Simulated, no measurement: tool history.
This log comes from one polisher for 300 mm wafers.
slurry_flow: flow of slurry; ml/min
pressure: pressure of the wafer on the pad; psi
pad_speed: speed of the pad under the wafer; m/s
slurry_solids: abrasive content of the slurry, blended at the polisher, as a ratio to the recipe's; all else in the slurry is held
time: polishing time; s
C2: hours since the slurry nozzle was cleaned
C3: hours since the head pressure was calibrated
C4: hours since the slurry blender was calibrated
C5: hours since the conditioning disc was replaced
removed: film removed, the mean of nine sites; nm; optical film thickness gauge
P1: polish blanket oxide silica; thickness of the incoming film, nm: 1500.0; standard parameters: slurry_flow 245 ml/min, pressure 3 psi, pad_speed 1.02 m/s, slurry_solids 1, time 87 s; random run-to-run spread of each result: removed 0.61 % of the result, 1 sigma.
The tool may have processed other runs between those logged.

run 1 hour=14.2 | slurry_flow=245 pressure=3 pad_speed=1.02 slurry_solids=1 time=87 | wafers_polished_on_this_pad=387 C2=288.3 C3=239.8 C4=188.3 C5=234.8 | removed=216.38
run 2 hour=22.8 | slurry_flow=365 pressure=3 pad_speed=1.02 slurry_solids=1 time=87 | wafers_polished_on_this_pad=450 C2=296.9 C3=248.4 C4=196.9 C5=243.4 | removed=222.81
run 3 hour=34 | slurry_flow=245 pressure=4.5 pad_speed=1.02 slurry_solids=1 time=87 | wafers_polished_on_this_pad=534 C2=308.1 C3=259.6 C4=208.1 C5=254.6 | removed=321.43
-- hour=43 conditioning disc replaced and pad reconditioned
run 4 hour=47.4 | slurry_flow=245 pressure=1.4 pad_speed=1.02 slurry_solids=1 time=87 | wafers_polished_on_this_pad=633 C2=321.5 C3=273 C4=221.5 C5=4.4 | removed=100.98
run 5 hour=61.9 | slurry_flow=245 pressure=3 pad_speed=1.02 slurry_solids=0.75 time=125 | wafers_polished_on_this_pad=741 C2=336 C3=287.5 C4=236 C5=18.9 | removed=270.26
run 6 hour=73 | slurry_flow=245 pressure=3 pad_speed=1.02 slurry_solids=1.25 time=87 | wafers_polished_on_this_pad=824 C2=347.1 C3=298.6 C4=247.1 C5=30 | removed=234.45
run 7 hour=87.9 | slurry_flow=245 pressure=3 pad_speed=1.36 slurry_solids=1 time=87 | wafers_polished_on_this_pad=934 C2=362 C3=313.5 C4=262 C5=44.9 | removed=270.43
run 8 hour=101.8 | slurry_flow=245 pressure=3 pad_speed=1.02 slurry_solids=1 time=40 | wafers_polished_on_this_pad=1038 C2=375.9 C3=327.4 C4=275.9 C5=58.8 | removed=98.003
run 9 hour=115.1 | slurry_flow=245 pressure=3 pad_speed=1.48 slurry_solids=1 time=124 | wafers_polished_on_this_pad=1137 C2=389.2 C3=340.7 C4=289.2 C5=72.1 | removed=413.54
run 10 hour=122.8 | slurry_flow=245 pressure=3 pad_speed=0.5 slurry_solids=1 time=87 | wafers_polished_on_this_pad=1194 C2=396.9 C3=348.4 C4=296.9 C5=79.8 | removed=121.55
run 11 hour=136.4 | slurry_flow=245 pressure=3 pad_speed=1.02 slurry_solids=1 time=87 | wafers_polished_on_this_pad=1295 C2=410.5 C3=362 C4=310.5 C5=93.4 | removed=214.48
run 12 hour=145.8 | slurry_flow=245 pressure=3 pad_speed=1.02 slurry_solids=0.5 time=87 | wafers_polished_on_this_pad=1365 C2=419.9 C3=371.4 C4=319.9 C5=102.8 | removed=146.51
run 13 hour=159 | slurry_flow=245 pressure=3 pad_speed=1.02 slurry_solids=1 time=134 | wafers_polished_on_this_pad=1463 C2=433.1 C3=384.6 C4=333.1 C5=116 | removed=333.83
run 14 hour=169.2 | slurry_flow=245 pressure=3 pad_speed=1.02 slurry_solids=1 time=87 | wafers_polished_on_this_pad=1539 C2=443.3 C3=394.8 C4=343.3 C5=126.2 | removed=215.23
run 15 hour=183.4 | slurry_flow=145 pressure=3 pad_speed=1.02 slurry_solids=1 time=87 | wafers_polished_on_this_pad=1644 C2=457.5 C3=409 C4=357.5 C5=140.4 | removed=198.7
run 16 hour=196.8 | slurry_flow=245 pressure=3 pad_speed=1.02 slurry_solids=1 time=87 | wafers_polished_on_this_pad=1744 C2=470.9 C3=422.4 C4=370.9 C5=153.8 | removed=212.88
run 17 hour=204.6 | slurry_flow=245 pressure=4.2 pad_speed=1.02 slurry_solids=1 time=62 | wafers_polished_on_this_pad=1802 C2=478.7 C3=430.2 C4=378.7 C5=161.6 | removed=214.68
run 18 hour=220.5 | slurry_flow=245 pressure=3 pad_speed=1.02 slurry_solids=1 time=87 | wafers_polished_on_this_pad=1920 C2=494.6 C3=446.1 C4=394.6 C5=177.5 | removed=217.53
run 19 hour=233 | slurry_flow=245 pressure=3 pad_speed=1.02 slurry_solids=1 time=87 | wafers_polished_on_this_pad=2013 C2=507.1 C3=458.6 C4=407.1 C5=190 | removed=217.53
run 20 hour=240.3 | slurry_flow=245 pressure=3 pad_speed=1.02 slurry_solids=1 time=87 | wafers_polished_on_this_pad=2067 C2=514.4 C3=465.9 C4=414.4 C5=197.3 | removed=215.78
run 21 hour=247.3 | slurry_flow=245 pressure=3 pad_speed=1.02 slurry_solids=1 time=87 | wafers_polished_on_this_pad=2119 C2=521.4 C3=472.9 C4=421.4 C5=204.3 | removed=212.84
run 22 hour=259.4 | slurry_flow=245 pressure=3 pad_speed=1.02 slurry_solids=1 time=87 | wafers_polished_on_this_pad=2209 C2=533.5 C3=485 C4=433.5 C5=216.4 | removed=206.89
run 23 hour=270.5 | slurry_flow=245 pressure=3 pad_speed=1.02 slurry_solids=1 time=87 | wafers_polished_on_this_pad=2292 C2=544.6 C3=496.1 C4=444.6 C5=227.5 | removed=206.26
run 24 hour=284.8 | slurry_flow=245 pressure=3 pad_speed=1.02 slurry_solids=1 time=87 | wafers_polished_on_this_pad=2398 C2=558.9 C3=510.4 C4=458.9 C5=241.8 | removed=204.23
run 25 hour=293.4 | slurry_flow=245 pressure=3 pad_speed=1.02 slurry_solids=1 time=87 | wafers_polished_on_this_pad=2462 C2=567.5 C3=519 C4=467.5 C5=250.4 | removed=204.77
-- hour=296.3 slurry blender recalibrated
run 26 hour=306.9 | slurry_flow=245 pressure=3 pad_speed=1.02 slurry_solids=1 time=87 | wafers_polished_on_this_pad=2563 C2=581 C3=532.5 C4=10.7 C5=263.9 | removed=201.34
run 27 hour=315.2 | slurry_flow=245 pressure=3 pad_speed=1.02 slurry_solids=1 time=87 | wafers_polished_on_this_pad=2624 C2=589.3 C3=540.8 C4=19 C5=272.2 | removed=200.27
-- hour=316.2 conditioning disc replaced and pad reconditioned
-- hour=327.1 worn pad replaced by a new one
run 28 hour=330.7 | slurry_flow=245 pressure=3 pad_speed=1.02 slurry_solids=1 time=87 | wafers_polished_on_this_pad=27 C2=604.8 C3=556.3 C4=34.5 C5=14.5 | removed=202.4
run 29 hour=338.1 | slurry_flow=245 pressure=3 pad_speed=1.02 slurry_solids=1 time=87 | wafers_polished_on_this_pad=82 C2=612.2 C3=563.7 C4=41.9 C5=21.9 | removed=200.73
run 30 hour=347.4 | slurry_flow=245 pressure=3 pad_speed=1.02 slurry_solids=1 time=87 | wafers_polished_on_this_pad=151 C2=621.5 C3=573 C4=51.2 C5=31.2 | removed=199.28
run 31 hour=359.8 | slurry_flow=245 pressure=3 pad_speed=1.02 slurry_solids=1 time=87 | wafers_polished_on_this_pad=243 C2=633.9 C3=585.4 C4=63.6 C5=43.6 | removed=200.98

The output of P1 has drifted from where it used to be. Each of the 2 causes below, taken at the size shown beside it, accounts for the log equally well:
A: head's pressure below its setpoint, % = 6.89
B: slurry flow missing at the pad, % = 39.8
The gradual shift began around hour 240.3.
Excluded causes, each with its reason:
removal rate lost through wear of the pad, %: was serviced at hour 327.1, once the creep was under way, yet the earlier output never came back
abrasive missing from the slurry, %: was serviced at hour 296.3, once the creep was under way, yet the earlier output never came back
time polished since the conditioner stopped cutting, s: was serviced at hour 316.2, once the creep was under way, yet the earlier output never came back

Question marks stand in for the results of the 4 check runs listed below, each run on one wafer. Under which run would the listed causes show clearly different results?
run check 1 hour=372.2 | slurry_flow=145 pressure=3 pad_speed=0.6 slurry_solids=1 time=87 | removed=?
run check 2 hour=372.2 | slurry_flow=245 pressure=2.1 pad_speed=1.02 slurry_solids=1 time=110 | removed=?
run check 3 hour=372.2 | slurry_flow=245 pressure=3 pad_speed=1.02 slurry_solids=1 time=104 | removed=?
run check 4 hour=372.2 | slurry_flow=245 pressure=1.6 pad_speed=1.02 slurry_solids=1 time=87 | removed=?

Predicted outcomes, by check and by cause:
check=check_1 result=removed if_A=121.68 if_B=116.42
check=check_2 result=removed if_A=177.38 if_B=177.36
check=check_3 result=removed if_A=239.58 if_B=239.55
check=check_4 result=removed if_A=106.89 if_B=106.88
Distance between the nearest two causes, measured in the result of the check that separates them most: check 1 4.42 %; check 2 0.01 %; check 3 0.01 %; check 4 0.01 %
The other checks would show nearly matching results whichever cause is true, so check 1 is the only one that separates the causes.

Then check 1 was run and gave: removed 122.12 nm. Which cause is it?

It was cause A: head's pressure below its setpoint, %.
